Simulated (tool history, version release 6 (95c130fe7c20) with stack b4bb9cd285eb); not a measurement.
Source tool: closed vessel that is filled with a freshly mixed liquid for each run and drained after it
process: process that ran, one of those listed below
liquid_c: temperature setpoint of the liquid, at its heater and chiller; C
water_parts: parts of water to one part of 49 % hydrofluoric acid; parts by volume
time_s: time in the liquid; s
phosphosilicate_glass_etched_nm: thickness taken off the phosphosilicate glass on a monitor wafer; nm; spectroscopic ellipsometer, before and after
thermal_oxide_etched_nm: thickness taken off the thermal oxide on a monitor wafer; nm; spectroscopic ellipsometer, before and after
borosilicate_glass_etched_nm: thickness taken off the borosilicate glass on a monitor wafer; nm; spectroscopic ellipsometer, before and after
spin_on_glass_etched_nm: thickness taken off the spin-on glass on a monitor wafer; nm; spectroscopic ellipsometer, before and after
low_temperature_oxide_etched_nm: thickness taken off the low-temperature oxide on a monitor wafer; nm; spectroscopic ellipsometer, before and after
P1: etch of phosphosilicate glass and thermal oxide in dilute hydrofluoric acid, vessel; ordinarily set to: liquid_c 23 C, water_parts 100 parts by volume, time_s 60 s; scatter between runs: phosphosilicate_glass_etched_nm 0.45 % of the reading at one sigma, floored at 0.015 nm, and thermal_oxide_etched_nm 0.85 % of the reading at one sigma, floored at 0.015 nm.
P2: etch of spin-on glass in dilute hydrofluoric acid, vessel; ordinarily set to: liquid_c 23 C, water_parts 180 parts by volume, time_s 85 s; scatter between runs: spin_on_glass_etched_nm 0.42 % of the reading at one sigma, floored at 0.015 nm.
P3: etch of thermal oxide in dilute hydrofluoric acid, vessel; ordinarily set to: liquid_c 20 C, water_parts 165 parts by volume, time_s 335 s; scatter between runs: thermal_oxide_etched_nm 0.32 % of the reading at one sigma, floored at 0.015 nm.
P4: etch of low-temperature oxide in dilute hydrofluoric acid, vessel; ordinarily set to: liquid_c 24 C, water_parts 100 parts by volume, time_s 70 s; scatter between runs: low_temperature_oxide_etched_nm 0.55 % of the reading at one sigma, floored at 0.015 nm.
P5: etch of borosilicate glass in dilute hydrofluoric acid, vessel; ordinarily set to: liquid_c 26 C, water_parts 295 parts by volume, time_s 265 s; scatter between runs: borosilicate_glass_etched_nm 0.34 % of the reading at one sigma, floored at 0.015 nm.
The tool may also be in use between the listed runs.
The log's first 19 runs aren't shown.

run,hour,process,liquid_c,water_parts,time_s,hours since the thermometer was replaced,hours since the hydrofluoric acid flow meter was replaced,phosphosilicate_glass_etched_nm,thermal_oxide_etched_nm,borosilicate_glass_etched_nm,spin_on_glass_etched_nm,low_temperature_oxide_etched_nm
20,109.8,P2,28.5,180,85,64.2,56.5,,,,28.05,
21,115.6,P2,23,40,85,70,62.3,,,,121.24,
22,119.8,P4,24,180,70,74.2,66.5,,,,,4.7182
23,126.6,P3,20,165,640,81,73.3,,14.817,,,
24,133.1,P1,23,100,60,87.5,79.8,58.912,2.6493,,,
25,139.9,P2,23,180,140,94.3,86.6,,,,37.228,
26,146.7,P5,26,295,265,101.1,93.4,,,34.372,,
27,154.3,P4,24,100,70,108.7,101,,,,,9.2922

What does the tool deliver on the next run?
28,159.3,P3,20,35,335,113.7,106,,?,,,

thermal_oxide_etched_nm: 42.624 nm
